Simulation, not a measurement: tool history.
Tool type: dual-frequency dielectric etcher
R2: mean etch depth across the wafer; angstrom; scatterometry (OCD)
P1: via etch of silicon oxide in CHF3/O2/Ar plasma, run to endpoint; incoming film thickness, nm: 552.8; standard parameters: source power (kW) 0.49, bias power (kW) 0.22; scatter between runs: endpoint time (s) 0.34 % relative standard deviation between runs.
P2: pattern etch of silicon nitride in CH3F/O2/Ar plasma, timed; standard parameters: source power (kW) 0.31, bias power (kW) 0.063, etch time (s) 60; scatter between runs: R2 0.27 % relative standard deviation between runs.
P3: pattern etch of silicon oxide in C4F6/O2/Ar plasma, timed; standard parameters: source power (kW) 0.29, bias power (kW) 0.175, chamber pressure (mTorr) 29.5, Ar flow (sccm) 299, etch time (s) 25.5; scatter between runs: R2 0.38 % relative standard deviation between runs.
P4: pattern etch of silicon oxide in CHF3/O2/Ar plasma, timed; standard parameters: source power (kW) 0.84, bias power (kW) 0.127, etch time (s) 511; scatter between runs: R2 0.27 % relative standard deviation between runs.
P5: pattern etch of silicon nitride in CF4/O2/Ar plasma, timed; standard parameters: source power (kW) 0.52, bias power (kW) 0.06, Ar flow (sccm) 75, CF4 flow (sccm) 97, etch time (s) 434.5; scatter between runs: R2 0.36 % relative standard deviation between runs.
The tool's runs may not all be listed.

{"run": 1, "day": 0.154, "process that ran": "P1", "source power (kW)": 0.49, "bias power (kW)": 0.22, "endpoint time (s)": 283.05}
{"run": 2, "day": 0.404, "process that ran": "P1", "source power (kW)": 0.49, "bias power (kW)": 0.22, "endpoint time (s)": 282.83}
{"run": 3, "day": 0.571, "process that ran": "P4", "source power (kW)": 0.84, "bias power (kW)": 0.127, "etch time (s)": 511, "R2": 10103}
{"run": 4, "day": 0.688, "process that ran": "P4", "source power (kW)": 0.84, "bias power (kW)": 0.127, "etch time (s)": 287, "R2": 5643}
{"run": 5, "day": 0.854, "process that ran": "P1", "source power (kW)": 0.63, "bias power (kW)": 0.22, "endpoint time (s)": 257.31}
{"run": 6, "day": 0.979, "process that ran": "P1", "source power (kW)": 0.49, "bias power (kW)": 0.22, "endpoint time (s)": 282.06}
{"run": 7, "day": 1.225, "process that ran": "P5", "source power (kW)": 0.52, "bias power (kW)": 0.06, "etch time (s)": 434.5, "Ar flow (sccm)": 96, "CF4 flow (sccm)": 97, "R2": 9242.6}
{"run": 8, "day": 1.479, "process that ran": "P3", "source power (kW)": 0.29, "bias power (kW)": 0.175, "etch time (s)": 25.5, "Ar flow (sccm)": 299, "chamber pressure (mTorr)": 37, "R2": 674.91}
{"run": 9, "day": 1.704, "process that ran": "P2", "source power (kW)": 0.31, "bias power (kW)": 0.049, "etch time (s)": 60, "R2": 341.32}
{"run": 10, "day": 1.946, "process that ran": "P1", "source power (kW)": 0.67, "bias power (kW)": 0.143, "endpoint time (s)": 290.05}
{"run": 11, "day": 2.204, "process that ran": "P4", "source power (kW)": 0.57, "bias power (kW)": 0.127, "etch time (s)": 511, "R2": 8660.2}
{"run": 12, "day": 2.396, "process that ran": "P1", "source power (kW)": 0.49, "bias power (kW)": 0.22, "endpoint time (s)": 284.65}
{"run": 13, "day": 2.638, "process that ran": "P1", "source power (kW)": 0.32, "bias power (kW)": 0.22, "endpoint time (s)": 331.26}
{"run": 14, "day": 2.879, "process that ran": "P5", "source power (kW)": 0.52, "bias power (kW)": 0.06, "etch time (s)": 434.5, "Ar flow (sccm)": 75, "CF4 flow (sccm)": 97, "R2": 9513.2}
{"run": 15, "day": 3.004, "process that ran": "P3", "source power (kW)": 0.34, "bias power (kW)": 0.175, "etch time (s)": 25.5, "Ar flow (sccm)": 299, "chamber pressure (mTorr)": 29.5, "R2": 734.58}
{"run": 16, "day": 3.171, "process that ran": "P1", "source power (kW)": 0.49, "bias power (kW)": 0.154, "endpoint time (s)": 319.18}
{"run": 17, "day": 3.396, "process that ran": "P2", "source power (kW)": 0.39, "bias power (kW)": 0.063, "etch time (s)": 60, "R2": 402.05}
{"run": 18, "day": 3.588, "process that ran": "P4", "source power (kW)": 0.84, "bias power (kW)": 0.127, "etch time (s)": 511, "R2": 10077}
{"run": 19, "day": 3.792, "process that ran": "P1", "source power (kW)": 0.49, "bias power (kW)": 0.22, "endpoint time (s)": 284.16}
{"run": 20, "day": 4.042, "process that ran": "P2", "source power (kW)": 0.31, "bias power (kW)": 0.063, "etch time (s)": 60, "R2": 367.8}
{"run": 21, "day": 4.171, "process that ran": "P3", "source power (kW)": 0.29, "bias power (kW)": 0.175, "etch time (s)": 19.5, "Ar flow (sccm)": 299, "chamber pressure (mTorr)": 29.5, "R2": 529.84}
{"run": 22, "day": 4.392, "process that ran": "P3", "source power (kW)": 0.29, "bias power (kW)": 0.175, "etch time (s)": 25.5, "Ar flow (sccm)": 199, "chamber pressure (mTorr)": 29.5, "R2": 722.83}
{"run": 23, "day": 4.567, "process that ran": "P5", "source power (kW)": 0.52, "bias power (kW)": 0.06, "etch time (s)": 434.5, "Ar flow (sccm)": 75, "CF4 flow (sccm)": 117, "R2": 9682.7}
{"run": 24, "day": 4.692, "process that ran": "P1", "source power (kW)": 0.49, "bias power (kW)": 0.22, "endpoint time (s)": 282.4}
{"run": 25, "day": 4.9, "process that ran": "P5", "source power (kW)": 0.52, "bias power (kW)": 0.078, "etch time (s)": 434.5, "Ar flow (sccm)": 75, "CF4 flow (sccm)": 97, "R2": 10472}
{"run": 26, "day": 5.138, "process that ran": "P1", "source power (kW)": 0.49, "bias power (kW)": 0.266, "endpoint time (s)": 265.14}
{"run": 27, "day": 5.329, "process that ran": "P3", "source power (kW)": 0.29, "bias power (kW)": 0.175, "etch time (s)": 25.5, "Ar flow (sccm)": 299, "chamber pressure (mTorr)": 29.5, "R2": 687.67}
{"run": 28, "day": 5.567, "process that ran": "P5", "source power (kW)": 0.62, "bias power (kW)": 0.06, "etch time (s)": 434.5, "Ar flow (sccm)": 75, "CF4 flow (sccm)": 97, "R2": 11109}
{"run": 29, "day": 5.75, "process that ran": "P2", "source power (kW)": 0.31, "bias power (kW)": 0.063, "etch time (s)": 80.5, "R2": 494.43}
{"run": 30, "day": 5.921, "process that ran": "P3", "source power (kW)": 0.29, "bias power (kW)": 0.175, "etch time (s)": 25.5, "Ar flow (sccm)": 299, "chamber pressure (mTorr)": 29.5, "R2": 692.18}
{"run": 31, "day": 6.15, "process that ran": "P5", "source power (kW)": 0.52, "bias power (kW)": 0.06, "etch time (s)": 239, "Ar flow (sccm)": 75, "CF4 flow (sccm)": 97, "R2": 5196.5}
{"run": 32, "day": 6.333, "process that ran": "P3", "source power (kW)": 0.29, "bias power (kW)": 0.14, "etch time (s)": 25.5, "Ar flow (sccm)": 299, "chamber pressure (mTorr)": 29.5, "R2": 646.1}
{"run": 33, "day": 6.538, "process that ran": "P4", "source power (kW)": 0.84, "bias power (kW)": 0.162, "etch time (s)": 511, "R2": 10918}
{"run": 34, "day": 6.704, "process that ran": "P1", "source power (kW)": 0.49, "bias power (kW)": 0.22, "endpoint time (s)": 282.39}
{"run": 35, "day": 6.917, "process that ran": "P1", "source power (kW)": 0.49, "bias power (kW)": 0.22, "endpoint time (s)": 281.39}
{"run": 36, "day": 7.05, "process that ran": "P1", "source power (kW)": 0.49, "bias power (kW)": 0.22, "endpoint time (s)": 278.16}
{"day": 7.225, "done": "wet clean of the chamber"}
{"run": 37, "day": 7.242, "process that ran": "P1", "source power (kW)": 0.49, "bias power (kW)": 0.22, "endpoint time (s)": 276.66}
{"run": 38, "day": 7.45, "process that ran": "P1", "source power (kW)": 0.49, "bias power (kW)": 0.22, "endpoint time (s)": 277.23}
{"run": 39, "day": 7.638, "process that ran": "P1", "source power (kW)": 0.49, "bias power (kW)": 0.22, "endpoint time (s)": 278.56}
{"run": 40, "day": 7.804, "process that ran": "P1", "source power (kW)": 0.49, "bias power (kW)": 0.22, "endpoint time (s)": 277.84}

What P1 gives has crept off from where it sat before. The 2 causes that follow fit the log equally well, each at the size noted:
A: bias power that arrives over what is set, % = 4.89
B: source power that arrives over what is set, % = 4.6
The drift started at roughly day 6.704.
What rules out each remaining cause:
chamber walls in a state that raises the etch rate, %: serviced at day 7.225, which brought nothing back

Which of the check runs below tells the causes apart, meaning the causes would give it clearly different results? Each run uses 2 wafers whose results are averaged, and each result is shown as a question mark.
{"run": "check 1", "day": 7.971, "process that ran": "P5", "source power (kW)": 0.52, "bias power (kW)": 0.06, "etch time (s)": 434.5, "Ar flow (sccm)": 75, "CF4 flow (sccm)": 97, "R2": "?"}
{"run": "check 2", "day": 7.971, "process that ran": "P2", "source power (kW)": 0.31, "bias power (kW)": 0.063, "etch time (s)": 60, "R2": "?"}
{"run": "check 3", "day": 7.971, "process that ran": "P4", "source power (kW)": 0.84, "bias power (kW)": 0.127, "etch time (s)": 511, "R2": "?"}
{"run": "check 4", "day": 7.971, "process that ran": "P3", "source power (kW)": 0.29, "bias power (kW)": 0.175, "etch time (s)": 25.5, "Ar flow (sccm)": 299, "chamber pressure (mTorr)": 29.5, "R2": "?"}

Predicted outcomes, by check and by cause:
check=check_1 result=R2 if_A=9663.4 if_B=9870.3
check=check_2 result=R2 if_A=374.28 if_B=374.6
check=check_3 result=R2 if_A=10261 if_B=10294
check=check_4 result=R2 if_A=701.79 if_B=703.2
Distance between the nearest two causes, measured in the result of the check that separates them most: check 1 2.12 %; check 2 0.08 %; check 3 0.32 %; check 4 0.2 %
Only check 1 tells the causes apart: in the others they would give nearly the same result.

After running check 1, the following was obtained: R2 9902.9 angstrom. Which cause does this point to?

The cause is B: source power that arrives over what is set, %.

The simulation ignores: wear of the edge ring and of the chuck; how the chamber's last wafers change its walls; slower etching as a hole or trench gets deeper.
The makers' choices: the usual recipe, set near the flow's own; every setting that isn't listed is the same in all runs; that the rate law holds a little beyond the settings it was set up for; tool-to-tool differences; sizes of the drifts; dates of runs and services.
